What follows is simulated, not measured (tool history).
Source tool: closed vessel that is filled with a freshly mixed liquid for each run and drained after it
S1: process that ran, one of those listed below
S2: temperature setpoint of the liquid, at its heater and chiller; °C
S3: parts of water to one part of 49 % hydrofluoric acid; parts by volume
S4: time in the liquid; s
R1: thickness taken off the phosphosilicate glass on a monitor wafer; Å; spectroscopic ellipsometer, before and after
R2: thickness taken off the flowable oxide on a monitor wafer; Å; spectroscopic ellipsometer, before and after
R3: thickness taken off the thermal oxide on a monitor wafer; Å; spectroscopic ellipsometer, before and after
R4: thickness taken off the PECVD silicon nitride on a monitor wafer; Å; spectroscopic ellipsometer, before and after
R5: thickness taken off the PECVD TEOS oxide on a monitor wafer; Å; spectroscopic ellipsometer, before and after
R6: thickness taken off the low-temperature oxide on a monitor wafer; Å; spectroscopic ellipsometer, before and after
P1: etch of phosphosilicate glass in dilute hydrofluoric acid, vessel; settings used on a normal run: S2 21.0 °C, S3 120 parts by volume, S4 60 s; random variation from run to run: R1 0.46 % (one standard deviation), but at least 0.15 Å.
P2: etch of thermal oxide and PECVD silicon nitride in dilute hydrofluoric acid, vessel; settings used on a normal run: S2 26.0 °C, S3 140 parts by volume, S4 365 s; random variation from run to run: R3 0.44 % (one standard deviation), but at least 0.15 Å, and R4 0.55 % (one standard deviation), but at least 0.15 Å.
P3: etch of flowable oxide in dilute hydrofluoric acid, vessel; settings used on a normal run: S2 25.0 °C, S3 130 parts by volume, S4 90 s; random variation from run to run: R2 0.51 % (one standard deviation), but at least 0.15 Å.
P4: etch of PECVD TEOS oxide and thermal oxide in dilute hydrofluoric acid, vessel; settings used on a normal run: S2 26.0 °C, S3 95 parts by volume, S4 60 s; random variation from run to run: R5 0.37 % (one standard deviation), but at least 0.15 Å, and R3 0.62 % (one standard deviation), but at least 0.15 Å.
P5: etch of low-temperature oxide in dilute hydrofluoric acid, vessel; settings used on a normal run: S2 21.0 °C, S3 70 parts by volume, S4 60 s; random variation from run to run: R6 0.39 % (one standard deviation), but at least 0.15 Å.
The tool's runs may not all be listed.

| run | hour | S1 | S2 | S3 | S4 | R1 | R2 | R3 | R4 | R5 | R6 |
|---|---|---|---|---|---|---|---|---|---|---|---|
| 1 | 5.3 | P1 | 21.0 | 120 | 60 | 543.02 |  |  |  |  |  |
| 2 | 13.8 | P1 | 21.0 | 120 | 30 | 272.39 |  |  |  |  |  |
| 3 | 18.0 | P3 | 25.0 | 130 | 90 |  | 392.60 |  |  |  |  |
| 4 | 26.3 | P2 | 31.5 | 140 | 365 |  |  | 161.530 | 213.18 |  |  |
| 5 | 33.7 | P3 | 29.5 | 130 | 90 |  | 467.73 |  |  |  |  |
| 6 | 41.4 | P1 | 17.0 | 120 | 60 | 463.46 |  |  |  |  |  |
| 7 | 48.0 | P1 | 21.0 | 120 | 60 | 546.47 |  |  |  |  |  |
| 8 | 56.6 | P2 | 26.0 | 80 | 365 |  |  | 247.300 | 263.94 |  |  |
| 9 | 64.8 | P2 | 26.0 | 140 | 590 |  |  | 212.820 | 243.25 |  |  |
| 10 | 70.1 | P2 | 26.0 | 140 | 365 |  |  | 131.130 | 151.47 |  |  |
| 11 | 77.4 | P1 | 21.0 | 120 | 60 | 547.10 |  |  |  |  |  |
| 12 | 86.2 | P1 | 21.0 | 120 | 60 | 541.27 |  |  |  |  |  |
| 13 | 90.6 | P3 | 25.0 | 130 | 90 |  | 392.75 |  |  |  |  |
| 14 | 95.0 | P4 | 26.0 | 95 | 100 |  |  | 57.519 |  | 218.22 |  |
| 15 | 100.2 | P4 | 32.5 | 95 | 60 |  |  | 43.944 |  | 166.73 |  |
| 16 | 107.5 | P1 | 21.0 | 120 | 60 | 545.65 |  |  |  |  |  |
| 17 | 111.8 | P5 | 21.0 | 70 | 60 |  |  |  |  |  | 195.14 |
| 18 | 118.4 | P4 | 26.0 | 95 | 60 |  |  | 34.643 |  | 129.68 |  |
| 19 | 122.5 | P4 | 26.0 | 95 | 60 |  |  | 34.391 |  | 129.90 |  |
| 20 | 131.4 | P1 | 21.0 | 70 | 60 | 999.22 |  |  |  |  |  |
| 21 | 135.7 | P1 | 21.0 | 210 | 60 | 283.49 |  |  |  |  |  |
|  | 139.0 | hydrofluoric acid flow meter replaced |
| 22 | 140.0 | P1 | 25.5 | 120 | 60 | 655.93 |  |  |  |  |  |
| 23 | 148.5 | P1 | 17.0 | 120 | 30 | 229.97 |  |  |  |  |  |
| 24 | 154.0 | P5 | 17.0 | 70 | 60 |  |  |  |  |  | 164.68 |
| 25 | 159.7 | P1 | 21.0 | 120 | 110 | 1010.70 |  |  |  |  |  |
| 26 | 167.5 | P5 | 21.0 | 70 | 95 |  |  |  |  |  | 310.68 |
| 27 | 172.0 | P5 | 21.0 | 120 | 60 |  |  |  |  |  | 107.73 |
| 28 | 180.7 | P4 | 26.0 | 20 | 60 |  |  | 183.550 |  | 686.36 |  |
| 29 | 186.2 | P2 | 26.0 | 140 | 365 |  |  | 131.000 | 149.69 |  |  |
| 30 | 191.7 | P3 | 25.0 | 130 | 175 |  | 768.31 |  |  |  |  |
| 31 | 198.6 | P3 | 25.0 | 30 | 90 |  | 1940.90 |  |  |  |  |
| 32 | 206.3 | P1 | 21.0 | 120 | 60 | 547.85 |  |  |  |  |  |
| 33 | 211.9 | P1 | 21.0 | 120 | 60 | 529.46 |  |  |  |  |  |
| 34 | 216.8 | P1 | 21.0 | 120 | 60 | 520.21 |  |  |  |  |  |
| 35 | 221.1 | P1 | 21.0 | 120 | 60 | 518.75 |  |  |  |  |  |
| 36 | 228.9 | P1 | 21.0 | 120 | 60 | 503.67 |  |  |  |  |  |
| 37 | 234.5 | P1 | 21.0 | 120 | 60 | 501.64 |  |  |  |  |  |
| 38 | 240.3 | P1 | 21.0 | 120 | 60 | 496.58 |  |  |  |  |  |
| 39 | 245.9 | P1 | 21.0 | 120 | 60 | 502.19 |  |  |  |  |  |
| 40 | 253.5 | P1 | 21.0 | 120 | 60 | 502.22 |  |  |  |  |  |
| 41 | 260.9 | P1 | 21.0 | 120 | 60 | 499.69 |  |  |  |  |  |
| 42 | 267.6 | P1 | 21.0 | 120 | 60 | 494.98 |  |  |  |  |  |

The output of P1 has drifted from where it used to be. Each of the 2 causes below, taken at the size shown beside it, accounts for the log equally well:
A: liquid colder than its thermometer reads (K) = 2.38
B: hydrofluoric acid flow below the setpoint (%) = 8.13
The gradual shift began around hour 206.3.

Consider the 4 single-wafer check runs listed below, results given as question marks: which one distinguishes between the causes by giving clearly different results for each?
| check 1 | 274.3 | P4 | 26.0 | 95 | 60 |  |  | ? |  | ? |  |
| check 2 | 274.3 | P2 | 26.0 | 140 | 365 |  |  | ? | ? |  |  |
| check 3 | 274.3 | P3 | 25.0 | 130 | 90 |  | ? |  |  |  |  |
| check 4 | 274.3 | P5 | 21.0 | 70 | 60 |  |  |  |  |  | ? |

Outcome of each check run for each possible cause:
| check | result | if A | if B |
|---|---|---|---|
| check 1 | R3 | 31.542 | 31.488 |
| check 1 | R5 | 118.76 | 118.56 |
| check 2 | R3 | 119.940 | 118.880 |
| check 2 | R4 | 128.58 | 137.70 |
| check 3 | R2 | 358.71 | 356.55 |
| check 4 | R6 | 176.58 | 177.95 |
Separation of the two closest causes in each check, using whichever result separates them best: check 1 0.17 %; check 2 6.85 %; check 3 0.6 %; check 4 0.78 %
Only check 2 tells the causes apart: in the others they would give nearly the same result.

With check 2 done, the readings were: R3 119.820 Å; R4 127.44 Å. Identify which of the listed causes applies.

It is A: liquid colder than its thermometer reads (K).
